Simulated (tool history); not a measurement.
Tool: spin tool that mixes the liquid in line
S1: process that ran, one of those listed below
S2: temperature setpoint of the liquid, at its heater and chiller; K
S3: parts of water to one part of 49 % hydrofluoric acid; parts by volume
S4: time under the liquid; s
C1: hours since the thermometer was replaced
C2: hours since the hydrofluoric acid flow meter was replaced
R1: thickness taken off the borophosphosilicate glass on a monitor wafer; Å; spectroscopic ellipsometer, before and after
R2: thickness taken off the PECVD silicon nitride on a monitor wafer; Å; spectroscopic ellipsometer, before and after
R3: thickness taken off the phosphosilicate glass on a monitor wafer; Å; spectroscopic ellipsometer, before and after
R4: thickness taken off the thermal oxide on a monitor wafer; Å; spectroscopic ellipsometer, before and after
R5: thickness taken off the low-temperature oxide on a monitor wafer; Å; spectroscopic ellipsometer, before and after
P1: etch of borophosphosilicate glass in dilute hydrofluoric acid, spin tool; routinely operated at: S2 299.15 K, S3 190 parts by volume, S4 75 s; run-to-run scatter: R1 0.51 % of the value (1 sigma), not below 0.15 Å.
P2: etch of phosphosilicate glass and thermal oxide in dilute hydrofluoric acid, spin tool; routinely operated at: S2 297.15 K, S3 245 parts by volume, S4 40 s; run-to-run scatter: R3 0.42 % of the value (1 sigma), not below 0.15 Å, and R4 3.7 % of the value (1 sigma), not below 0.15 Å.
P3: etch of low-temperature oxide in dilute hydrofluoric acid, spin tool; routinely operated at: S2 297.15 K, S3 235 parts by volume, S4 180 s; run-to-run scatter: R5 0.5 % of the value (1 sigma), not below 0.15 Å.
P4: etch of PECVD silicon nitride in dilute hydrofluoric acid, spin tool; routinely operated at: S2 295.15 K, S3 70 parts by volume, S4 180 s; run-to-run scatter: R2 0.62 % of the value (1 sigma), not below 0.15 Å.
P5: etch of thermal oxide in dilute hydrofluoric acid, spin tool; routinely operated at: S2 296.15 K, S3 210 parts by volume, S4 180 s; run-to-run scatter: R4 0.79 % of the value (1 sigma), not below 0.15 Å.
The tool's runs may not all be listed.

| run | hour | S1 | S2 | S3 | S4 | C1 | C2 | R1 | R2 | R3 | R4 | R5 |
|---|---|---|---|---|---|---|---|---|---|---|---|---|
| 1 | 9.8 | P1 | 299.15 | 190 | 75 | 340.5 | 414 | 177.38 |  |  |  |  |
| 2 | 21.7 | P1 | 299.15 | 190 | 115 | 352.4 | 425.9 | 272.86 |  |  |  |  |
| 3 | 31.1 | P4 | 295.15 | 70 | 350 | 361.8 | 435.3 |  | 74.225 |  |  |  |
| 4 | 41.2 | P1 | 293.65 | 190 | 75 | 371.9 | 445.4 | 144.18 |  |  |  |  |
| 5 | 50.1 | P2 | 297.15 | 245 | 40 | 380.8 | 454.3 |  |  | 260.46 | 5.9089 |  |
| 6 | 64.1 | P5 | 296.15 | 50 | 180 | 394.8 | 468.3 |  |  |  | 172.09 |  |
| 7 | 73.8 | P4 | 295.15 | 70 | 180 | 404.5 | 478 |  | 38.378 |  |  |  |
| 8 | 85 | P1 | 299.15 | 190 | 75 | 415.7 | 489.2 | 179.36 |  |  |  |  |
| 9 | 96.8 | P5 | 290.15 | 210 | 180 | 427.5 | 501 |  |  |  | 27.098 |  |
| 10 | 108.4 | P3 | 297.15 | 235 | 180 | 439.1 | 512.6 |  |  |  |  | 158.92 |
| 11 | 117.8 | P5 | 296.15 | 210 | 325 | 448.5 | 522 |  |  |  | 61.224 |  |
| 12 | 131.3 | P1 | 299.15 | 190 | 75 | 462 | 535.5 | 174.44 |  |  |  |  |
| 13 | 149.9 | P3 | 297.15 | 235 | 355 | 480.6 | 554.1 |  |  |  |  | 316.11 |
| 14 | 163.3 | P2 | 297.15 | 335 | 40 | 494 | 567.5 |  |  | 171.38 | 4.201 |  |
| 15 | 174.9 | P1 | 299.15 | 190 | 75 | 505.6 | 579.1 | 175.25 |  |  |  |  |
| 16 | 185.4 | P4 | 291.65 | 70 | 180 | 516.1 | 589.6 |  | 30.22 |  |  |  |
| 17 | 194.3 | P4 | 295.15 | 125 | 180 | 525 | 598.5 |  | 21.722 |  |  |  |
| 18 | 209.9 | P1 | 299.15 | 300 | 75 | 540.6 | 614.1 | 99.796 |  |  |  |  |
| 19 | 224.1 | P2 | 297.15 | 245 | 40 | 554.8 | 628.3 |  |  | 258.87 | 6.0738 |  |
| 20 | 235.1 | P1 | 295.65 | 190 | 110 | 565.8 | 639.3 | 228.75 |  |  |  |  |
| 21 | 253.5 | P1 | 303.15 | 190 | 75 | 584.2 | 657.7 | 203.86 |  |  |  |  |
| 22 | 270.7 | P1 | 299.15 | 190 | 40 | 601.4 | 674.9 | 93.557 |  |  |  |  |
| 23 | 281.3 | P1 | 299.15 | 190 | 75 | 612 | 685.5 | 178.8 |  |  |  |  |
| 24 | 294.9 | P2 | 297.15 | 245 | 15 | 625.6 | 699.1 |  |  | 96.629 | 2.3509 |  |
| 25 | 311.9 | P5 | 296.15 | 210 | 180 | 642.6 | 716.1 |  |  |  | 34.389 |  |
| 26 | 327 | P3 | 304.15 | 235 | 180 | 657.7 | 731.2 |  |  |  |  | 203.05 |
|  | 341.8 | thermometer replaced |
| 27 | 345.2 | P3 | 297.15 | 235 | 180 | 3.4 | 749.4 |  |  |  |  | 161.18 |
| 28 | 356.5 | P3 | 297.15 | 150 | 180 | 14.7 | 760.7 |  |  |  |  | 274.41 |
| 29 | 373.5 | P1 | 299.15 | 30 | 75 | 31.7 | 777.7 | 1378.1 |  |  |  |  |
| 30 | 390.3 | P2 | 290.65 | 245 | 40 | 48.5 | 794.5 |  |  | 201.08 | 5.1414 |  |
| 31 | 406.2 | P1 | 299.15 | 190 | 75 | 64.4 | 810.4 | 177 |  |  |  |  |
| 32 | 414.2 | P1 | 299.15 | 190 | 75 | 72.4 | 818.4 | 182.05 |  |  |  |  |
| 33 | 432 | P1 | 299.15 | 190 | 75 | 90.2 | 836.2 | 186.02 |  |  |  |  |
| 34 | 442.2 | P1 | 299.15 | 190 | 75 | 100.4 | 846.4 | 187.23 |  |  |  |  |
| 35 | 453.3 | P1 | 299.15 | 190 | 75 | 111.5 | 857.5 | 188.95 |  |  |  |  |
| 36 | 468.8 | P1 | 299.15 | 190 | 75 | 127 | 873 | 190.88 |  |  |  |  |
| 37 | 478.5 | P1 | 299.15 | 190 | 75 | 136.7 | 882.7 | 190.58 |  |  |  |  |
| 38 | 487.8 | P1 | 299.15 | 190 | 75 | 146 | 892 | 190.61 |  |  |  |  |
| 39 | 506 | P1 | 299.15 | 190 | 75 | 164.2 | 910.2 | 191.43 |  |  |  |  |
| 40 | 523.7 | P1 | 299.15 | 190 | 75 | 181.9 | 927.9 | 191.6 |  |  |  |  |

The output of P1 has drifted from where it used to be. Each of the 2 causes below, taken at the size shown beside it, accounts for the log equally well:
A: liquid hotter than its thermometer reads (K) = 2.22
B: hydrofluoric acid flow above the setpoint (%) = 6.8
The creep began at about hour 406.2.

Question marks stand in for the results of the 4 check runs listed below, each run on one wafer. Under which run would the listed causes show clearly different results?
| check 1 | 541.4 | P3 | 304.15 | 235 | 340 |  |  |  |  |  |  | ? |
| check 2 | 541.4 | P2 | 291.65 | 245 | 15 |  |  |  |  | ? | ? |  |
| check 3 | 541.4 | P4 | 295.15 | 70 | 280 |  |  |  | ? |  |  |  |
| check 4 | 541.4 | P5 | 293.15 | 210 | 180 |  |  |  |  |  | ? |  |

What every check run would give for each of its results, assuming each possible cause in turn:
| check | result | if A | if B |
|---|---|---|---|
| check 1 | R5 | 414.84 | 419.43 |
| check 2 | R3 | 85.777 | 85.445 |
| check 2 | R4 | 2.0852 | 2.0771 |
| check 3 | R2 | 69.351 | 63.709 |
| check 4 | R4 | 33.342 | 33.164 |
How far apart the two closest causes lie, in the result that separates them most: check 1 1.1 %; check 2 0.39 %; check 3 8.49 %; check 4 0.53 %
Of the check runs offered, only check 3 discriminates between the causes; the rest would read about the same regardless of which cause applies.

The results of check 3 are: R2 64.377 Å. Based on these, which of the listed causes is it?

The correct cause is B, namely: hydrofluoric acid flow above the setpoint (%).
